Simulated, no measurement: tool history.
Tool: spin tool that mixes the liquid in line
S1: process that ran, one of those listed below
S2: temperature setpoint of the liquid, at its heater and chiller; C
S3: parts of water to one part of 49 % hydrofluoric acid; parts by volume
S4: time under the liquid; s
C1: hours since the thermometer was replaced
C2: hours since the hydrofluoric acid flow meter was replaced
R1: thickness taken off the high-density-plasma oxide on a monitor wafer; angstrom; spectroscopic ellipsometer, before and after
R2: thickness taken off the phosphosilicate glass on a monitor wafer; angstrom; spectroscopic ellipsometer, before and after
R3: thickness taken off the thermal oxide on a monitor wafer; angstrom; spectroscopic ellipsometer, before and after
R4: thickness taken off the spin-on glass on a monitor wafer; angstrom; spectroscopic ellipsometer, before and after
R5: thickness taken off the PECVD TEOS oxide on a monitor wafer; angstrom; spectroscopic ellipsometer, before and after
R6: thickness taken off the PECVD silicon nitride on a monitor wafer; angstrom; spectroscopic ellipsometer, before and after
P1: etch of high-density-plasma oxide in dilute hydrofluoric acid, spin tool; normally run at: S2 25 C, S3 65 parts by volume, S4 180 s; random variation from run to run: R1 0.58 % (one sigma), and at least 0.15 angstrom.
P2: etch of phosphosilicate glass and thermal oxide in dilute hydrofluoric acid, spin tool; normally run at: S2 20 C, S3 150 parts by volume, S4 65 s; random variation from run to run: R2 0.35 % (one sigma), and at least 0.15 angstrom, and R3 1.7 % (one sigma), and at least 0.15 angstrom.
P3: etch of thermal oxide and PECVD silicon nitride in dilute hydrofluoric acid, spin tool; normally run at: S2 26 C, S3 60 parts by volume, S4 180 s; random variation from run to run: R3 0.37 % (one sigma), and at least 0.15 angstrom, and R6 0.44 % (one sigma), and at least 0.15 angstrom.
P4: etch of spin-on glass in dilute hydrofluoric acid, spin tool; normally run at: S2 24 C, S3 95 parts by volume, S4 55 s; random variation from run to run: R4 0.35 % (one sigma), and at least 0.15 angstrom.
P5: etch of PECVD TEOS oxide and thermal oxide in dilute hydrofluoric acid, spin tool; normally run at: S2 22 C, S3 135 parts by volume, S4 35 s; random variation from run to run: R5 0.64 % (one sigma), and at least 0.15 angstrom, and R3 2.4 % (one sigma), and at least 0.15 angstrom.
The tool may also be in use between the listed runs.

run    day  S1    S2   S3   S4      C1     C2      R1      R2      R3      R4      R5      R6
  1   0.15  P1    25   65  180   906.7  497.6  151.92
  2  0.354  P2    20  150   65   911.6  502.5          280.57  15.868
  3  0.488  P1    25   35   85   914.8  505.7  139.87
  4  0.592  P4    24   95   25   917.3  508.2                           141.2
  5  0.783  P4    24   20   55   921.9  512.8                          1634.4
  6  0.988  P2    20  150   65   926.8  517.7          280.84  15.634
  7  1.125  P1    30  115  180   930.1    521  99.422
  8  1.271  P5    22  135   35   933.6  524.5                   10.28          40.467
  9  1.388  P1    25   65  345   936.4  527.3   291.8
 10  1.512  P1    25   65  180   939.4  530.3  152.81
 11  1.625  P5    22  135   35   942.1    533                  10.709          40.173
 12  1.821  P1    25   65   80   946.8  537.7  68.776
 13   2.05  P5    22  135   15   952.3  543.2                  4.4577          17.383
 14  2.162  P1    25   65  180     955  545.9  155.04
 15  2.354  P1    25   65  180   959.6  550.5  153.58
 16  2.575  P3    26   60  345   964.9  555.8                   301.7                  244.69
 17  2.721  P1    25   65  180   968.4  559.3  153.86
 18  2.929  P1    18   65  180   973.4  564.3  114.89
 19    3.1  P3    18   60  180   977.5  568.4                   112.9                  74.548
 20  3.308  P5    17  135   35   982.5  573.4                  8.5554          33.499
 21  3.521  P2    20  230   65   987.6  578.5          167.99  9.6513
 22  3.679  P5    22  230   35   991.4  582.3                  5.6752          21.526
 23  3.779  P1    25  110  180   993.8  584.7  86.521
 24  3.921  P4  32.5   95   55   997.2  588.1                          431.52
 25  4.104  P3    26   60  180  1001.6  592.5                  157.37                  127.49
 26  4.304  P1  29.5   65  180  1006.4  597.3  183.59
 27  4.458  P4    24   95   55  1010.1    601                          313.95
 28  4.583  P2    20  150   15  1013.1    604          65.026  3.7976
 29  4.804  P2    17  150   65  1018.4  609.3          250.34  14.066
 30  5.004  P3    26   20  180  1023.2  614.1                  498.47                   369.5
 31  5.196  P1    25   65  180  1027.8  618.7  154.01
 32  5.392  P1    25   35  180  1032.5  623.4   296.6
 33    5.6  P1    25   65  180  1037.5  628.4  153.62
 34    5.8  P1    25   65  180  1042.3  633.2  148.63
 35  6.025  P1    25   65  180  1047.7  638.6   145.3
 36  6.229  P1    25   65  180  1052.6  643.5  144.57
 37  6.367  P1    25   65  180  1055.9  646.8  145.95
 38  6.475  P1    25   65  180  1058.5  649.4  145.71
 39  6.617  P1    25   65  180  1061.9  652.8  144.13
 40  6.738  P1    25   65  180  1064.8  655.7  144.27

What P1 gives has crept away from where it was. These 2 causes fit the log equally well, each at the size given:
A: liquid colder than its thermometer reads (K) = 1.53
B: hydrofluoric acid flow below the setpoint (%) = 5.52
The creep began at about day 5.6.

4 check runs are offered, one wafer each, their results left as question marks. Which one tells the causes apart?
check 1  6.858  P5    22  220   35                   ?       ?
check 2  6.858  P4  31.5   25   55                       ?
check 3  6.858  P2    17  150   15               ?   ?
check 4  6.858  P3  18.5   60  325                   ?           ?

What each check would give under each cause:
  check  result    if A    if B
check 1      R3  5.5855  5.5188
check 1      R5  21.475  21.218
check 2      R4  1660.1  1663.5
check 3      R2  53.981  53.872
check 3      R3  3.0697  3.0635
check 4      R3  194.52  195.47
check 4      R6  124.48  131.18
How far apart the two closest causes lie, in the result that separates them most: check 1 1.2 %; check 2 0.21 %; check 3 0.2 %; check 4 5.24 %
Check 4 tells the causes apart: in the others they would give nearly the same result.

Then check 4 was run and gave: R3 195.49 angstrom; R6 131.99 angstrom. Which cause is it?

It is B: hydrofluoric acid flow below the setpoint (%).
